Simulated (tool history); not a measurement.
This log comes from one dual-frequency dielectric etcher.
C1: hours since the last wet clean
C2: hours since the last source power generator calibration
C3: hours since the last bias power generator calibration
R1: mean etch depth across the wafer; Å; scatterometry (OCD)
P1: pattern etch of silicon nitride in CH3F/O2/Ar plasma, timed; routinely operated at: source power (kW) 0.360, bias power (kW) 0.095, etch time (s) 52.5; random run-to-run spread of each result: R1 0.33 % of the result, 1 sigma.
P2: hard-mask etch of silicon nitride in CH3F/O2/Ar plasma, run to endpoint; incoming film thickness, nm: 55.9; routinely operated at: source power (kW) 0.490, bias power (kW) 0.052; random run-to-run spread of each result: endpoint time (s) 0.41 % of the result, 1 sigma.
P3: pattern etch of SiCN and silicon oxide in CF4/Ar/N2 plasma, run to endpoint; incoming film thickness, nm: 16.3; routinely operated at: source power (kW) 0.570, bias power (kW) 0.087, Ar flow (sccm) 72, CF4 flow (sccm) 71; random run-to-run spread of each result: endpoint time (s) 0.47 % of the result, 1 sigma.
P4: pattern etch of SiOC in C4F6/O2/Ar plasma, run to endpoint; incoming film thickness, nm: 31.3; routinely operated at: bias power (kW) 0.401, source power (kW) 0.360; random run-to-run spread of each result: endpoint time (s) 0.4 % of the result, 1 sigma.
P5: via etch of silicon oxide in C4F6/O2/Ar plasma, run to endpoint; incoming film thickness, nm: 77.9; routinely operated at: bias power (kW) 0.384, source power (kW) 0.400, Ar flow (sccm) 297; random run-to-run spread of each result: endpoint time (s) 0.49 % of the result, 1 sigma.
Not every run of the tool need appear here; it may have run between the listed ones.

{"run": 1, "hour": 9.1, "process that ran": "P1", "source power (kW)": 0.36, "bias power (kW)": 0.095, "etch time (s)": 52.5, "C1": 103.7, "C2": 1310.0, "C3": 2266.0, "R1": 383.76}
{"run": 2, "hour": 16.3, "process that ran": "P3", "source power (kW)": 0.57, "bias power (kW)": 0.087, "Ar flow (sccm)": 72, "CF4 flow (sccm)": 71, "C1": 110.9, "C2": 1317.2, "C3": 2273.2, "endpoint time (s)": 13.748}
{"run": 3, "hour": 26.0, "process that ran": "P1", "source power (kW)": 0.44, "bias power (kW)": 0.095, "etch time (s)": 52.5, "C1": 120.6, "C2": 1326.9, "C3": 2282.9, "R1": 412.11}
{"run": 4, "hour": 37.3, "process that ran": "P4", "source power (kW)": 0.36, "bias power (kW)": 0.401, "C1": 131.9, "C2": 1338.2, "C3": 2294.2, "endpoint time (s)": 12.056}
{"run": 5, "hour": 43.8, "process that ran": "P3", "source power (kW)": 0.57, "bias power (kW)": 0.087, "Ar flow (sccm)": 72, "CF4 flow (sccm)": 97, "C1": 138.4, "C2": 1344.7, "C3": 2300.7, "endpoint time (s)": 13.352}
{"run": 6, "hour": 49.5, "process that ran": "P4", "source power (kW)": 0.36, "bias power (kW)": 0.483, "C1": 144.1, "C2": 1350.4, "C3": 2306.4, "endpoint time (s)": 11.299}
{"run": 7, "hour": 59.9, "process that ran": "P1", "source power (kW)": 0.36, "bias power (kW)": 0.095, "etch time (s)": 52.5, "C1": 154.5, "C2": 1360.8, "C3": 2316.8, "R1": 384.93}
{"run": 8, "hour": 65.5, "process that ran": "P1", "source power (kW)": 0.36, "bias power (kW)": 0.095, "etch time (s)": 52.5, "C1": 160.1, "C2": 1366.4, "C3": 2322.4, "R1": 386.16}
{"hour": 67.3, "done": "source power generator calibrated"}
{"run": 9, "hour": 73.8, "process that ran": "P3", "source power (kW)": 0.8, "bias power (kW)": 0.087, "Ar flow (sccm)": 72, "CF4 flow (sccm)": 71, "C1": 168.4, "C2": 6.5, "C3": 2330.7, "endpoint time (s)": 10.179}
{"run": 10, "hour": 80.0, "process that ran": "P5", "source power (kW)": 0.4, "bias power (kW)": 0.384, "Ar flow (sccm)": 297, "C1": 174.6, "C2": 12.7, "C3": 2336.9, "endpoint time (s)": 19.004}
{"run": 11, "hour": 92.6, "process that ran": "P5", "source power (kW)": 0.4, "bias power (kW)": 0.279, "Ar flow (sccm)": 297, "C1": 187.2, "C2": 25.3, "C3": 2349.5, "endpoint time (s)": 21.375}
{"run": 12, "hour": 102.7, "process that ran": "P4", "source power (kW)": 0.45, "bias power (kW)": 0.401, "C1": 197.3, "C2": 35.4, "C3": 2359.6, "endpoint time (s)": 11.069}
{"run": 13, "hour": 110.2, "process that ran": "P3", "source power (kW)": 0.57, "bias power (kW)": 0.06, "Ar flow (sccm)": 72, "CF4 flow (sccm)": 71, "C1": 204.8, "C2": 42.9, "C3": 2367.1, "endpoint time (s)": 15.523}
{"run": 14, "hour": 120.5, "process that ran": "P1", "source power (kW)": 0.36, "bias power (kW)": 0.062, "etch time (s)": 64.5, "C1": 215.1, "C2": 53.2, "C3": 2377.4, "R1": 405.86}
{"run": 15, "hour": 130.8, "process that ran": "P2", "source power (kW)": 0.49, "bias power (kW)": 0.052, "C1": 225.4, "C2": 63.5, "C3": 2387.7, "endpoint time (s)": 82.994}
{"run": 16, "hour": 142.8, "process that ran": "P1", "source power (kW)": 0.36, "bias power (kW)": 0.095, "etch time (s)": 79.0, "C1": 237.4, "C2": 75.5, "C3": 2399.7, "R1": 576.33}
{"run": 17, "hour": 152.9, "process that ran": "P5", "source power (kW)": 0.4, "bias power (kW)": 0.384, "Ar flow (sccm)": 297, "C1": 247.5, "C2": 85.6, "C3": 2409.8, "endpoint time (s)": 19.009}
{"run": 18, "hour": 160.9, "process that ran": "P5", "source power (kW)": 0.56, "bias power (kW)": 0.384, "Ar flow (sccm)": 297, "C1": 255.5, "C2": 93.6, "C3": 2417.8, "endpoint time (s)": 16.97}
{"run": 19, "hour": 172.0, "process that ran": "P2", "source power (kW)": 0.49, "bias power (kW)": 0.071, "C1": 266.6, "C2": 104.7, "C3": 2428.9, "endpoint time (s)": 75.713}
{"run": 20, "hour": 181.4, "process that ran": "P1", "source power (kW)": 0.28, "bias power (kW)": 0.095, "etch time (s)": 52.5, "C1": 276.0, "C2": 114.1, "C3": 2438.3, "R1": 349.09}
{"run": 21, "hour": 187.5, "process that ran": "P1", "source power (kW)": 0.36, "bias power (kW)": 0.095, "etch time (s)": 52.5, "C1": 282.1, "C2": 120.2, "C3": 2444.4, "R1": 384.81}
{"run": 22, "hour": 200.3, "process that ran": "P1", "source power (kW)": 0.36, "bias power (kW)": 0.123, "etch time (s)": 52.5, "C1": 294.9, "C2": 133.0, "C3": 2457.2, "R1": 422.06}
{"run": 23, "hour": 207.4, "process that ran": "P1", "source power (kW)": 0.36, "bias power (kW)": 0.062, "etch time (s)": 52.5, "C1": 302.0, "C2": 140.1, "C3": 2464.3, "R1": 332.89}
{"run": 24, "hour": 215.5, "process that ran": "P1", "source power (kW)": 0.36, "bias power (kW)": 0.095, "etch time (s)": 29.0, "C1": 310.1, "C2": 148.2, "C3": 2472.4, "R1": 211.19}
{"run": 25, "hour": 223.1, "process that ran": "P1", "source power (kW)": 0.36, "bias power (kW)": 0.123, "etch time (s)": 34.5, "C1": 317.7, "C2": 155.8, "C3": 2480.0, "R1": 277.0}
{"run": 26, "hour": 229.9, "process that ran": "P2", "source power (kW)": 0.69, "bias power (kW)": 0.052, "C1": 324.5, "C2": 162.6, "C3": 2486.8, "endpoint time (s)": 72.653}
{"run": 27, "hour": 239.9, "process that ran": "P1", "source power (kW)": 0.36, "bias power (kW)": 0.095, "etch time (s)": 52.5, "C1": 334.5, "C2": 172.6, "C3": 2496.8, "R1": 383.97}
{"run": 28, "hour": 250.0, "process that ran": "P5", "source power (kW)": 0.4, "bias power (kW)": 0.384, "Ar flow (sccm)": 181, "C1": 344.6, "C2": 182.7, "C3": 2506.9, "endpoint time (s)": 18.008}
{"run": 29, "hour": 261.8, "process that ran": "P3", "source power (kW)": 0.57, "bias power (kW)": 0.087, "Ar flow (sccm)": 49, "CF4 flow (sccm)": 71, "C1": 356.4, "C2": 194.5, "C3": 2518.7, "endpoint time (s)": 13.174}
{"run": 30, "hour": 274.5, "process that ran": "P1", "source power (kW)": 0.36, "bias power (kW)": 0.095, "etch time (s)": 52.5, "C1": 369.1, "C2": 207.2, "C3": 2531.4, "R1": 383.31}
{"run": 31, "hour": 284.0, "process that ran": "P1", "source power (kW)": 0.36, "bias power (kW)": 0.117, "etch time (s)": 64.0, "C1": 378.6, "C2": 216.7, "C3": 2540.9, "R1": 506.78}
{"run": 32, "hour": 296.6, "process that ran": "P1", "source power (kW)": 0.36, "bias power (kW)": 0.095, "etch time (s)": 52.5, "C1": 391.2, "C2": 229.3, "C3": 2553.5, "R1": 387.81}
{"run": 33, "hour": 306.4, "process that ran": "P1", "source power (kW)": 0.36, "bias power (kW)": 0.095, "etch time (s)": 52.5, "C1": 401.0, "C2": 239.1, "C3": 2563.3, "R1": 380.43}
{"run": 34, "hour": 316.3, "process that ran": "P1", "source power (kW)": 0.36, "bias power (kW)": 0.095, "etch time (s)": 52.5, "C1": 410.9, "C2": 249.0, "C3": 2573.2, "R1": 379.82}
{"run": 35, "hour": 327.8, "process that ran": "P1", "source power (kW)": 0.36, "bias power (kW)": 0.095, "etch time (s)": 52.5, "C1": 422.4, "C2": 260.5, "C3": 2584.7, "R1": 377.01}
{"hour": 338.5, "done": "wet clean of the chamber"}
{"run": 36, "hour": 338.9, "process that ran": "P1", "source power (kW)": 0.36, "bias power (kW)": 0.095, "etch time (s)": 52.5, "C1": 0.4, "C2": 271.6, "C3": 2595.8, "R1": 377.78}
{"run": 37, "hour": 349.0, "process that ran": "P1", "source power (kW)": 0.36, "bias power (kW)": 0.095, "etch time (s)": 52.5, "C1": 10.5, "C2": 281.7, "C3": 2605.9, "R1": 378.45}
{"run": 38, "hour": 356.9, "process that ran": "P1", "source power (kW)": 0.36, "bias power (kW)": 0.095, "etch time (s)": 52.5, "C1": 18.4, "C2": 289.6, "C3": 2613.8, "R1": 377.64}

Something has made what P1 gives creep away from where it was; the 2 causes below, each at its own stated size, fit the log equally well:
A: bias power that arrives under what is set, % = 4.9
B: source power that arrives under what is set, % = 4.8
The process output started creeping at around hour 296.6.
All other causes, with the reason each is excluded:
chamber walls in a state that lowers the etch rate, %: serviced at hour 338.5, after the change had begun; the process did not return to its earlier output

Each of the check runs listed below is run on 2 wafers and reports their average, with the results left as question marks. Pick the one under which the possible causes would lead to clearly different results.
{"run": "check 1", "hour": 364.8, "process that ran": "P3", "source power (kW)": 0.57, "bias power (kW)": 0.071, "Ar flow (sccm)": 54, "CF4 flow (sccm)": 71, "endpoint time (s)": "?"}
{"run": "check 2", "hour": 364.8, "process that ran": "P4", "source power (kW)": 0.45, "bias power (kW)": 0.401, "endpoint time (s)": "?"}
{"run": "check 3", "hour": 364.8, "process that ran": "P2", "source power (kW)": 0.67, "bias power (kW)": 0.07, "endpoint time (s)": "?"}
{"run": "check 4", "hour": 364.8, "process that ran": "P5", "source power (kW)": 0.4, "bias power (kW)": 0.384, "Ar flow (sccm)": 192, "endpoint time (s)": "?"}

Check results expected under each cause:
check=check_1 result=endpoint_time_(s) if_A=14.368 if_B=14.789
check=check_2 result=endpoint_time_(s) if_A=11.371 if_B=11.375
check=check_3 result=endpoint_time_(s) if_A=68.203 if_B=68.383
check=check_4 result=endpoint_time_(s) if_A=18.539 if_B=18.546
Distance between the nearest two causes, measured in the result of the check that separates them most: check 1 2.89 %; check 2 0.04 %; check 3 0.26 %; check 4 0.04 %
Of the check runs offered, only check 1 discriminates between the causes; the rest would read about the same regardless of which cause applies.

Running check 1 produced the following: endpoint time (s) 14.394. Which one of the listed causes fits?

It was cause A: bias power that arrives under what is set, %.

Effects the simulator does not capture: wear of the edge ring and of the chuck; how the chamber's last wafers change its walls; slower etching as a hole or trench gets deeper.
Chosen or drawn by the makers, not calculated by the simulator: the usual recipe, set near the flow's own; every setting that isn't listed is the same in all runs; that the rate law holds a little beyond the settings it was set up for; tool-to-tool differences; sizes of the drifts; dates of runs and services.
